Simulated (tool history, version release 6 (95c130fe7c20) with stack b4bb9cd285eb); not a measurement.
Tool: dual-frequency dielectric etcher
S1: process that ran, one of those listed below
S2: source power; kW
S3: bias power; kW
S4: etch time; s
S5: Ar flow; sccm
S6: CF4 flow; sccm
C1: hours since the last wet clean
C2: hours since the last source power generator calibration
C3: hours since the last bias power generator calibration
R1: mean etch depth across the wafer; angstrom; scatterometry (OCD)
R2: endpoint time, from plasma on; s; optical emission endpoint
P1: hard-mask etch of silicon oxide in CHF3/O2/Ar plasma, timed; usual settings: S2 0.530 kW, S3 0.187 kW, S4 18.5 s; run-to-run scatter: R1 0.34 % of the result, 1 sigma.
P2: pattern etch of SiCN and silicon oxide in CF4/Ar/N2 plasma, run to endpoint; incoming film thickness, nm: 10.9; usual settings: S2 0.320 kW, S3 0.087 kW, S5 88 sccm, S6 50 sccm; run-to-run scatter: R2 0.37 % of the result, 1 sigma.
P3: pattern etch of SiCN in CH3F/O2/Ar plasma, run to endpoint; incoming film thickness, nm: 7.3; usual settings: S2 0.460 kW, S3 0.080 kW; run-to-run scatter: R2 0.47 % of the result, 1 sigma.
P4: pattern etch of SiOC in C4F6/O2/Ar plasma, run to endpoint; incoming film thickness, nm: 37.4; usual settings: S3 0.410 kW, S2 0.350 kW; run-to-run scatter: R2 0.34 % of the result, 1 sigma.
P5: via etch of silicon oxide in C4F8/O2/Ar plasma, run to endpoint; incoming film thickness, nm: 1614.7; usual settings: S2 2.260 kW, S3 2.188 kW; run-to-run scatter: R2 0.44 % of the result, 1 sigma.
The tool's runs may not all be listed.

| run | hour | S1 | S2 | S3 | S4 | S5 | S6 | C1 | C2 | C3 | R1 | R2 |
|---|---|---|---|---|---|---|---|---|---|---|---|---|
| 1 | 3.3 | P1 | 0.530 | 0.187 | 18.5 |  |  | 270.2 | 1305.6 | 280.2 | 348.44 |  |
| 2 | 7.2 | P1 | 0.710 | 0.258 | 18.5 |  |  | 274.1 | 1309.5 | 284.1 | 435.43 |  |
| 3 | 10.6 | P1 | 0.530 | 0.187 | 12.0 |  |  | 277.5 | 1312.9 | 287.5 | 227.95 |  |
| 4 | 15.2 | P1 | 0.530 | 0.143 | 18.5 |  |  | 282.1 | 1317.5 | 292.1 | 322.79 |  |
| 5 | 19.8 | P1 | 0.530 | 0.187 | 18.5 |  |  | 286.7 | 1322.1 | 296.7 | 349.60 |  |
| 6 | 22.8 | P5 | 1.740 | 2.188 |  |  |  | 289.7 | 1325.1 | 299.7 |  | 321.390 |
| 7 | 25.0 | P2 | 0.320 | 0.087 |  | 88 | 50 | 291.9 | 1327.3 | 301.9 |  | 16.316 |
| 8 | 28.2 | P3 | 0.460 | 0.047 |  |  |  | 295.1 | 1330.5 | 305.1 |  | 20.901 |
| 9 | 31.3 | P5 | 2.260 | 2.188 |  |  |  | 298.2 | 1333.6 | 308.2 |  | 290.080 |
| 10 | 35.4 | P3 | 0.460 | 0.080 |  |  |  | 302.3 | 1337.7 | 312.3 |  | 17.317 |
| 11 | 40.3 | P2 | 0.320 | 0.087 |  | 54 | 50 | 307.2 | 1342.6 | 317.2 |  | 15.370 |
| 12 | 42.5 | P1 | 0.530 | 0.137 | 24.5 |  |  | 309.4 | 1344.8 | 319.4 | 420.52 |  |
| 13 | 45.5 | P3 | 0.650 | 0.080 |  |  |  | 312.4 | 1347.8 | 322.4 |  | 15.217 |
| 14 | 50.4 | P1 | 0.410 | 0.187 | 11.5 |  |  | 317.3 | 1352.7 | 327.3 | 197.21 |  |
| 15 | 53.6 | P1 | 0.530 | 0.187 | 18.5 |  |  | 320.5 | 1355.9 | 330.5 | 350.57 |  |
| 16 | 55.8 | P1 | 0.530 | 0.264 | 18.5 |  |  | 322.7 | 1358.1 | 332.7 | 397.68 |  |
| 17 | 59.1 | P3 | 0.460 | 0.080 |  |  |  | 326.0 | 1361.4 | 336.0 |  | 17.331 |
| 18 | 62.3 | P5 | 2.260 | 1.372 |  |  |  | 329.2 | 1364.6 | 339.2 |  | 328.300 |
| 19 | 65.2 | P4 | 0.350 | 0.265 |  |  |  | 332.1 | 1367.5 | 342.1 |  | 16.242 |
| 20 | 67.5 | P4 | 0.450 | 0.410 |  |  |  | 334.4 | 1369.8 | 344.4 |  | 12.728 |
| 21 | 70.9 | P1 | 0.640 | 0.187 | 18.5 |  |  | 337.8 | 1373.2 | 347.8 | 375.81 |  |
| 22 | 74.9 | P2 | 0.320 | 0.104 |  | 88 | 50 | 341.8 | 1377.2 | 351.8 |  | 15.294 |
| 23 | 78.0 | P1 | 0.530 | 0.187 | 27.5 |  |  | 344.9 | 1380.3 | 354.9 | 521.47 |  |
| 24 | 81.9 | P4 | 0.350 | 0.410 |  |  |  | 348.8 | 1384.2 | 358.8 |  | 13.945 |
| 25 | 84.5 | P5 | 2.260 | 2.188 |  |  |  | 351.4 | 1386.8 | 361.4 |  | 290.990 |
| 26 | 87.2 | P2 | 0.320 | 0.087 |  | 88 | 33 | 354.1 | 1389.5 | 364.1 |  | 17.408 |
| 27 | 90.2 | P1 | 0.530 | 0.187 | 18.5 |  |  | 357.1 | 1392.5 | 367.1 | 353.60 |  |
| 28 | 95.0 | P2 | 0.250 | 0.087 |  | 88 | 50 | 361.9 | 1397.3 | 371.9 |  | 20.127 |
| 29 | 99.8 | P1 | 0.320 | 0.187 | 18.5 |  |  | 366.7 | 1402.1 | 376.7 | 289.95 |  |
| 30 | 104.4 | P1 | 0.530 | 0.187 | 18.5 |  |  | 371.3 | 1406.7 | 381.3 | 350.18 |  |
| 31 | 108.6 | P1 | 0.530 | 0.187 | 18.5 |  |  | 375.5 | 1410.9 | 385.5 | 349.66 |  |
| 32 | 111.3 | P1 | 0.530 | 0.187 | 18.5 |  |  | 378.2 | 1413.6 | 388.2 | 347.91 |  |
| 33 | 113.9 | P1 | 0.530 | 0.187 | 18.5 |  |  | 380.8 | 1416.2 | 390.8 | 344.12 |  |
| 34 | 118.3 | P1 | 0.530 | 0.187 | 18.5 |  |  | 385.2 | 1420.6 | 395.2 | 345.81 |  |
|  | 118.7 | wet clean of the chamber |
| 35 | 121.2 | P1 | 0.530 | 0.187 | 18.5 |  |  | 2.5 | 1423.5 | 398.1 | 344.83 |  |
| 36 | 125.1 | P1 | 0.530 | 0.187 | 18.5 |  |  | 6.4 | 1427.4 | 402.0 | 345.48 |  |
| 37 | 128.6 | P1 | 0.530 | 0.187 | 18.5 |  |  | 9.9 | 1430.9 | 405.5 | 344.27 |  |
| 38 | 133.0 | P1 | 0.530 | 0.187 | 18.5 |  |  | 14.3 | 1435.3 | 409.9 | 346.53 |  |
| 39 | 136.3 | P1 | 0.530 | 0.187 | 18.5 |  |  | 17.6 | 1438.6 | 413.2 | 345.58 |  |

What P1 gives has crept away from where it was. These 2 causes fit the log equally well, each at the size given:
A: bias power that arrives under what is set, % = 4.9
B: source power that arrives under what is set, % = 4.39
The creep began at about hour 104.4.
Why every other cause is out:
chamber walls in a state that lowers the etch rate, %: serviced at hour 118.7, which brought nothing back

4 check runs are offered, each on 2 wafers whose results are averaged, their results left as question marks. Which one tells the causes apart?
| check 1 | 139.6 | P3 | 0.600 | 0.054 |  |  |  |  |  |  |  | ? |
| check 2 | 139.6 | P5 | 2.260 | 1.582 |  |  |  |  |  |  |  | ? |
| check 3 | 139.6 | P4 | 0.350 | 0.343 |  |  |  |  |  |  |  | ? |
| check 4 | 139.6 | P2 | 0.320 | 0.087 |  | 59 | 50 |  |  |  |  | ? |

What each check would give under each cause:
| check | result | if A | if B |
|---|---|---|---|
| check 1 | R2 | 18.276 | 18.304 |
| check 2 | R2 | 321.930 | 323.480 |
| check 3 | R2 | 15.153 | 15.139 |
| check 4 | R2 | 15.726 | 16.075 |
How far apart the two closest causes lie, in the result that separates them most: check 1 0.15 %; check 2 0.48 %; check 3 0.09 %; check 4 2.19 %
Check 4 tells the causes apart: in the others they would give nearly the same result.

Check 4 was then run and gave: R2 15.728 s. Which cause is it?

It is A: bias power that arrives under what is set, %.
